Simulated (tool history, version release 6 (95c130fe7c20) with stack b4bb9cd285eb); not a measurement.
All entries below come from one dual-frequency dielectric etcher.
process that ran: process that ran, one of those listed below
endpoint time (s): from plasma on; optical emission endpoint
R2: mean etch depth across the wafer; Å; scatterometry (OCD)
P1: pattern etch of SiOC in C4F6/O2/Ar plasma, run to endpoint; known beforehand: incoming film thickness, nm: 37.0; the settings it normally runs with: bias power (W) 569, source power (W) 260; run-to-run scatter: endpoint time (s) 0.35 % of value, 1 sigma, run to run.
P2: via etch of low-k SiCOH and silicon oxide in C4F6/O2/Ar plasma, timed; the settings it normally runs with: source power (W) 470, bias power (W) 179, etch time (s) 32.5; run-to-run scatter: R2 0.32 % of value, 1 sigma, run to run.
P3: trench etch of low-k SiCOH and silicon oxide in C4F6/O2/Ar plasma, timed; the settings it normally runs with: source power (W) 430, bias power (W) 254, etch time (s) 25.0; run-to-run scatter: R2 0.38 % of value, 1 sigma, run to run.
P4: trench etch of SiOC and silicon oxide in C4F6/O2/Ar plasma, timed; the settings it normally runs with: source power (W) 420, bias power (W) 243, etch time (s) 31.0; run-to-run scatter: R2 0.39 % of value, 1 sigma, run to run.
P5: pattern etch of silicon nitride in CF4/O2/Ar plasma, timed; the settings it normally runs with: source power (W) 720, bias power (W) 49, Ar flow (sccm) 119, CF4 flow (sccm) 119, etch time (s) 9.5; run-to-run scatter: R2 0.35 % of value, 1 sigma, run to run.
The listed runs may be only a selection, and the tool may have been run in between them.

run 1 day=0.367 | process_that_ran=P1 bias_power_(W)=569 source_power_(W)=260 | endpoint_time_(s)=13.531
run 2 day=0.700 | process_that_ran=P4 bias_power_(W)=243 source_power_(W)=420 etch_time_(s)=39.0 | R2=875.27
run 3 day=1.096 | process_that_ran=P1 bias_power_(W)=794 source_power_(W)=260 | endpoint_time_(s)=11.844
run 4 day=1.533 | process_that_ran=P4 bias_power_(W)=243 source_power_(W)=540 etch_time_(s)=31.0 | R2=769.67
run 5 day=2.008 | process_that_ran=P1 bias_power_(W)=569 source_power_(W)=260 | endpoint_time_(s)=13.413
run 6 day=2.262 | process_that_ran=P1 bias_power_(W)=569 source_power_(W)=260 | endpoint_time_(s)=13.527
run 7 day=2.675 | process_that_ran=P1 bias_power_(W)=569 source_power_(W)=260 | endpoint_time_(s)=13.499
run 8 day=3.038 | process_that_ran=P5 bias_power_(W)=63 source_power_(W)=720 etch_time_(s)=9.5 Ar_flow_(sccm)=119 CF4_flow_(sccm)=119 | R2=275.27
run 9 day=3.308 | process_that_ran=P2 bias_power_(W)=118 source_power_(W)=470 etch_time_(s)=32.5 | R2=691.03
run 10 day=3.579 | process_that_ran=P4 bias_power_(W)=243 source_power_(W)=420 etch_time_(s)=31.0 | R2=706.32
run 11 day=4.050 | process_that_ran=P1 bias_power_(W)=569 source_power_(W)=260 | endpoint_time_(s)=13.451
-- day=4.154 source power generator calibrated
run 12 day=4.517 | process_that_ran=P5 bias_power_(W)=49 source_power_(W)=720 etch_time_(s)=7.5 Ar_flow_(sccm)=119 CF4_flow_(sccm)=119 | R2=197.23
run 13 day=4.946 | process_that_ran=P2 bias_power_(W)=179 source_power_(W)=470 etch_time_(s)=32.5 | R2=782.34
run 14 day=5.271 | process_that_ran=P5 bias_power_(W)=49 source_power_(W)=720 etch_time_(s)=9.5 Ar_flow_(sccm)=119 CF4_flow_(sccm)=119 | R2=251.16
run 15 day=5.692 | process_that_ran=P5 bias_power_(W)=49 source_power_(W)=720 etch_time_(s)=9.5 Ar_flow_(sccm)=119 CF4_flow_(sccm)=119 | R2=251.77
run 16 day=5.950 | process_that_ran=P5 bias_power_(W)=49 source_power_(W)=720 etch_time_(s)=9.5 Ar_flow_(sccm)=119 CF4_flow_(sccm)=73 | R2=234.94
run 17 day=6.221 | process_that_ran=P1 bias_power_(W)=569 source_power_(W)=260 | endpoint_time_(s)=13.489
run 18 day=6.500 | process_that_ran=P3 bias_power_(W)=254 source_power_(W)=430 etch_time_(s)=25.0 | R2=882.27
run 19 day=7.025 | process_that_ran=P2 bias_power_(W)=179 source_power_(W)=620 etch_time_(s)=32.5 | R2=872.19
run 20 day=7.300 | process_that_ran=P3 bias_power_(W)=254 source_power_(W)=300 etch_time_(s)=25.0 | R2=771.67
run 21 day=7.846 | process_that_ran=P1 bias_power_(W)=371 source_power_(W)=260 | endpoint_time_(s)=15.838
run 22 day=8.254 | process_that_ran=P1 bias_power_(W)=569 source_power_(W)=260 | endpoint_time_(s)=13.473
run 23 day=8.742 | process_that_ran=P1 bias_power_(W)=431 source_power_(W)=310 | endpoint_time_(s)=14.009
run 24 day=9.258 | process_that_ran=P1 bias_power_(W)=460 source_power_(W)=180 | endpoint_time_(s)=16.708
run 25 day=9.596 | process_that_ran=P2 bias_power_(W)=179 source_power_(W)=470 etch_time_(s)=32.5 | R2=783.93
run 26 day=10.021 | process_that_ran=P3 bias_power_(W)=254 source_power_(W)=430 etch_time_(s)=36.5 | R2=1286.30
run 27 day=10.329 | process_that_ran=P3 bias_power_(W)=254 source_power_(W)=430 etch_time_(s)=25.0 | R2=881.94
run 28 day=10.862 | process_that_ran=P2 bias_power_(W)=179 source_power_(W)=470 etch_time_(s)=48.0 | R2=1165.40
run 29 day=11.317 | process_that_ran=P4 bias_power_(W)=345 source_power_(W)=420 etch_time_(s)=31.0 | R2=789.67
run 30 day=11.833 | process_that_ran=P1 bias_power_(W)=569 source_power_(W)=160 | endpoint_time_(s)=16.049
run 31 day=12.212 | process_that_ran=P3 bias_power_(W)=181 source_power_(W)=430 etch_time_(s)=25.0 | R2=789.23
run 32 day=12.525 | process_that_ran=P5 bias_power_(W)=49 source_power_(W)=720 etch_time_(s)=9.5 Ar_flow_(sccm)=169 CF4_flow_(sccm)=119 | R2=238.68
run 33 day=12.912 | process_that_ran=P1 bias_power_(W)=569 source_power_(W)=330 | endpoint_time_(s)=12.398
run 34 day=13.262 | process_that_ran=P5 bias_power_(W)=49 source_power_(W)=420 etch_time_(s)=9.5 Ar_flow_(sccm)=119 CF4_flow_(sccm)=119 | R2=157.60
run 35 day=13.650 | process_that_ran=P1 bias_power_(W)=569 source_power_(W)=260 | endpoint_time_(s)=13.505
run 36 day=13.992 | process_that_ran=P1 bias_power_(W)=569 source_power_(W)=260 | endpoint_time_(s)=13.565
run 37 day=14.312 | process_that_ran=P1 bias_power_(W)=569 source_power_(W)=260 | endpoint_time_(s)=13.627
run 38 day=14.617 | process_that_ran=P1 bias_power_(W)=569 source_power_(W)=260 | endpoint_time_(s)=13.647
run 39 day=15.150 | process_that_ran=P1 bias_power_(W)=569 source_power_(W)=260 | endpoint_time_(s)=13.731
-- day=15.600 wet clean of the chamber
run 40 day=15.675 | process_that_ran=P1 bias_power_(W)=569 source_power_(W)=260 | endpoint_time_(s)=13.774
run 41 day=16.188 | process_that_ran=P1 bias_power_(W)=569 source_power_(W)=260 | endpoint_time_(s)=13.689
run 42 day=16.450 | process_that_ran=P1 bias_power_(W)=569 source_power_(W)=260 | endpoint_time_(s)=13.743
run 43 day=16.812 | process_that_ran=P1 bias_power_(W)=569 source_power_(W)=260 | endpoint_time_(s)=13.708
run 44 day=17.250 | process_that_ran=P1 bias_power_(W)=569 source_power_(W)=260 | endpoint_time_(s)=13.650

The log shows P1 creeping away from where it was. Any of the 2 causes listed here, at the size stated for it, fits the log just as well as the others:
A: bias power that arrives under what is set, % = 4.44
B: source power that arrives under what is set, % = 4.71
The process output started creeping at around day 13.650.
Ruled out, with reasons:
chamber walls in a state that lowers the etch rate, %: serviced at day 15.600, which brought nothing back

Which of the check runs below tells the causes apart, meaning the causes would give it clearly different results? Each run uses 2 wafers whose results are averaged, and each result is shown as a question mark.
run check 1 day=17.688 | process_that_ran=P4 bias_power_(W)=243 source_power_(W)=500 etch_time_(s)=31.0 | R2=?
run check 2 day=17.688 | process_that_ran=P3 bias_power_(W)=254 source_power_(W)=310 etch_time_(s)=33.0 | R2=?
run check 3 day=17.688 | process_that_ran=P5 bias_power_(W)=62 source_power_(W)=720 etch_time_(s)=9.5 Ar_flow_(sccm)=138 CF4_flow_(sccm)=119 | R2=?
run check 4 day=17.688 | process_that_ran=P2 bias_power_(W)=179 source_power_(W)=560 etch_time_(s)=32.5 | R2=?

Expected result of each check under each candidate cause:
check=check_1 result=R2 if_A=735.45 if_B=732.85
check=check_2 result=R2 if_A=1012.30 if_B=1009.50
check=check_3 result=R2 if_A=264.36 if_B=258.02
check=check_4 result=R2 if_A=826.50 if_B=822.34
Gap, in per cent, between the two causes that each check separates least, read from the result that separates them most: check 1 0.35 %; check 2 0.28 %; check 3 2.43 %; check 4 0.5 %
Only check 3 tells the causes apart: in the others they would give nearly the same result.

After running check 3, the following was obtained: R2 264.39 Å. Which cause does this point to?

Of the candidate causes, it is A: bias power that arrives under what is set, %.

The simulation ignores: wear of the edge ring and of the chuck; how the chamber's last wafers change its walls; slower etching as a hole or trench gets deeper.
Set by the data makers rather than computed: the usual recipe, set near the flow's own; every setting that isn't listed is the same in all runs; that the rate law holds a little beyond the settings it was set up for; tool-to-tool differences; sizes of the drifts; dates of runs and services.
